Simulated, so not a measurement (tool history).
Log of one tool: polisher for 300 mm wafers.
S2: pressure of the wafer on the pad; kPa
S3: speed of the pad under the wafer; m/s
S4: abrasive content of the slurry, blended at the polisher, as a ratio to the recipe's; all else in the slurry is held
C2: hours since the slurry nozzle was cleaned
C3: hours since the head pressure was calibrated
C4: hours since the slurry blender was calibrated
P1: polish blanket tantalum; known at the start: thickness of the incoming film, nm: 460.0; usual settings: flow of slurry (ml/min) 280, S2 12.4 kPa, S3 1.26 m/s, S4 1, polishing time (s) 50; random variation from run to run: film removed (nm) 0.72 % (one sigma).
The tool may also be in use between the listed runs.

{"run": 1, "day": 0.271, "flow of slurry (ml/min)": 280, "S2": 12.4, "S3": 1.26, "S4": 1, "polishing time (s)": 50, "wafers polished on this pad": 659, "C2": 112.5, "C3": 332.9, "C4": 59.3, "film removed (nm)": 85.005}
{"run": 2, "day": 0.654, "flow of slurry (ml/min)": 280, "S2": 7.6, "S3": 1.26, "S4": 1, "polishing time (s)": 50, "wafers polished on this pad": 734, "C2": 121.7, "C3": 342.1, "C4": 68.5, "film removed (nm)": 52.077}
{"run": 3, "day": 1.125, "flow of slurry (ml/min)": 415, "S2": 12.4, "S3": 1.26, "S4": 1, "polishing time (s)": 69, "wafers polished on this pad": 827, "C2": 133, "C3": 353.4, "C4": 79.8, "film removed (nm)": 121.44}
{"run": 4, "day": 1.371, "flow of slurry (ml/min)": 280, "S2": 12.4, "S3": 1.26, "S4": 0.55, "polishing time (s)": 50, "wafers polished on this pad": 876, "C2": 138.9, "C3": 359.3, "C4": 85.7, "film removed (nm)": 69.09}
{"run": 5, "day": 1.804, "flow of slurry (ml/min)": 435, "S2": 12.4, "S3": 1.26, "S4": 1, "polishing time (s)": 50, "wafers polished on this pad": 961, "C2": 149.3, "C3": 369.7, "C4": 96.1, "film removed (nm)": 87.28}
{"run": 6, "day": 2.129, "flow of slurry (ml/min)": 280, "S2": 12.4, "S3": 1.26, "S4": 1.45, "polishing time (s)": 50, "wafers polished on this pad": 1025, "C2": 157.1, "C3": 377.5, "C4": 103.9, "film removed (nm)": 93.858}
{"day": 2.375, "done": "slurry nozzle cleaned"}
{"run": 7, "day": 2.629, "flow of slurry (ml/min)": 170, "S2": 12.4, "S3": 1.26, "S4": 1, "polishing time (s)": 50, "wafers polished on this pad": 1124, "C2": 6.1, "C3": 389.5, "C4": 115.9, "film removed (nm)": 80.729}
{"run": 8, "day": 3.033, "flow of slurry (ml/min)": 280, "S2": 12.4, "S3": 1.26, "S4": 1.4, "polishing time (s)": 34, "wafers polished on this pad": 1203, "C2": 15.8, "C3": 399.2, "C4": 125.6, "film removed (nm)": 62.442}
{"run": 9, "day": 3.433, "flow of slurry (ml/min)": 280, "S2": 12.4, "S3": 1.26, "S4": 1, "polishing time (s)": 50, "wafers polished on this pad": 1282, "C2": 25.4, "C3": 408.8, "C4": 135.2, "film removed (nm)": 84.434}
{"run": 10, "day": 3.921, "flow of slurry (ml/min)": 280, "S2": 12.4, "S3": 0.58, "S4": 1, "polishing time (s)": 50, "wafers polished on this pad": 1379, "C2": 37.1, "C3": 420.5, "C4": 146.9, "film removed (nm)": 39.14}
{"run": 11, "day": 4.3, "flow of slurry (ml/min)": 280, "S2": 12.4, "S3": 1.26, "S4": 1, "polishing time (s)": 50, "wafers polished on this pad": 1453, "C2": 46.2, "C3": 429.6, "C4": 156, "film removed (nm)": 84.515}
{"day": 4.808, "done": "head pressure recalibrated"}
{"run": 12, "day": 4.812, "flow of slurry (ml/min)": 170, "S2": 12.4, "S3": 1.26, "S4": 1, "polishing time (s)": 33, "wafers polished on this pad": 1554, "C2": 58.5, "C3": 0.1, "C4": 168.3, "film removed (nm)": 53.227}
{"run": 13, "day": 5.188, "flow of slurry (ml/min)": 280, "S2": 12.4, "S3": 1.26, "S4": 1, "polishing time (s)": 50, "wafers polished on this pad": 1628, "C2": 67.5, "C3": 9.1, "C4": 177.3, "film removed (nm)": 84.336}
{"run": 14, "day": 5.538, "flow of slurry (ml/min)": 280, "S2": 12.4, "S3": 1.26, "S4": 1, "polishing time (s)": 32, "wafers polished on this pad": 1697, "C2": 75.9, "C3": 17.5, "C4": 185.7, "film removed (nm)": 54.377}
{"run": 15, "day": 5.775, "flow of slurry (ml/min)": 280, "S2": 17.9, "S3": 1.26, "S4": 1, "polishing time (s)": 50, "wafers polished on this pad": 1744, "C2": 81.6, "C3": 23.2, "C4": 191.4, "film removed (nm)": 124.57}
{"run": 16, "day": 6.112, "flow of slurry (ml/min)": 280, "S2": 12.4, "S3": 1.26, "S4": 1, "polishing time (s)": 50, "wafers polished on this pad": 1811, "C2": 89.7, "C3": 31.3, "C4": 199.5, "film removed (nm)": 86.745}
{"run": 17, "day": 6.367, "flow of slurry (ml/min)": 280, "S2": 12.4, "S3": 1.26, "S4": 1, "polishing time (s)": 70, "wafers polished on this pad": 1861, "C2": 95.8, "C3": 37.4, "C4": 205.6, "film removed (nm)": 120}
{"run": 18, "day": 6.592, "flow of slurry (ml/min)": 280, "S2": 12.4, "S3": 1.76, "S4": 1, "polishing time (s)": 50, "wafers polished on this pad": 1905, "C2": 101.2, "C3": 42.8, "C4": 211, "film removed (nm)": 118.41}
{"run": 19, "day": 7.004, "flow of slurry (ml/min)": 280, "S2": 12.4, "S3": 1.26, "S4": 1, "polishing time (s)": 50, "wafers polished on this pad": 1987, "C2": 111.1, "C3": 52.7, "C4": 220.9, "film removed (nm)": 85.712}
{"run": 20, "day": 7.296, "flow of slurry (ml/min)": 280, "S2": 12.4, "S3": 1.26, "S4": 1, "polishing time (s)": 50, "wafers polished on this pad": 2044, "C2": 118.1, "C3": 59.7, "C4": 227.9, "film removed (nm)": 82.777}
{"run": 21, "day": 7.754, "flow of slurry (ml/min)": 280, "S2": 12.4, "S3": 1.26, "S4": 1, "polishing time (s)": 50, "wafers polished on this pad": 2135, "C2": 129.1, "C3": 70.7, "C4": 238.9, "film removed (nm)": 80.27}
{"run": 22, "day": 8.046, "flow of slurry (ml/min)": 280, "S2": 12.4, "S3": 1.26, "S4": 1, "polishing time (s)": 50, "wafers polished on this pad": 2192, "C2": 136.1, "C3": 77.7, "C4": 245.9, "film removed (nm)": 79.462}
{"run": 23, "day": 8.425, "flow of slurry (ml/min)": 280, "S2": 12.4, "S3": 1.26, "S4": 1, "polishing time (s)": 50, "wafers polished on this pad": 2267, "C2": 145.2, "C3": 86.8, "C4": 255, "film removed (nm)": 79.691}
{"day": 8.833, "done": "worn pad replaced by a new one"}
{"run": 24, "day": 8.912, "flow of slurry (ml/min)": 280, "S2": 12.4, "S3": 1.26, "S4": 1, "polishing time (s)": 50, "wafers polished on this pad": 15, "C2": 156.9, "C3": 98.5, "C4": 266.7, "film removed (nm)": 76.531}
{"run": 25, "day": 9.146, "flow of slurry (ml/min)": 280, "S2": 12.4, "S3": 1.26, "S4": 1, "polishing time (s)": 50, "wafers polished on this pad": 61, "C2": 162.5, "C3": 104.1, "C4": 272.3, "film removed (nm)": 77.884}

Run 26 comes next. What will it give?
{"day": 9.479, "done": "slurry nozzle cleaned"}
{"run": 26, "day": 9.496, "flow of slurry (ml/min)": 280, "S2": 12.4, "S3": 1.26, "S4": 1, "polishing time (s)": 50, "wafers polished on this pad": 130, "C2": 0.5, "C3": 112.5, "C4": 280.7, "film removed (nm)": "?"}

film removed (nm): 76.812
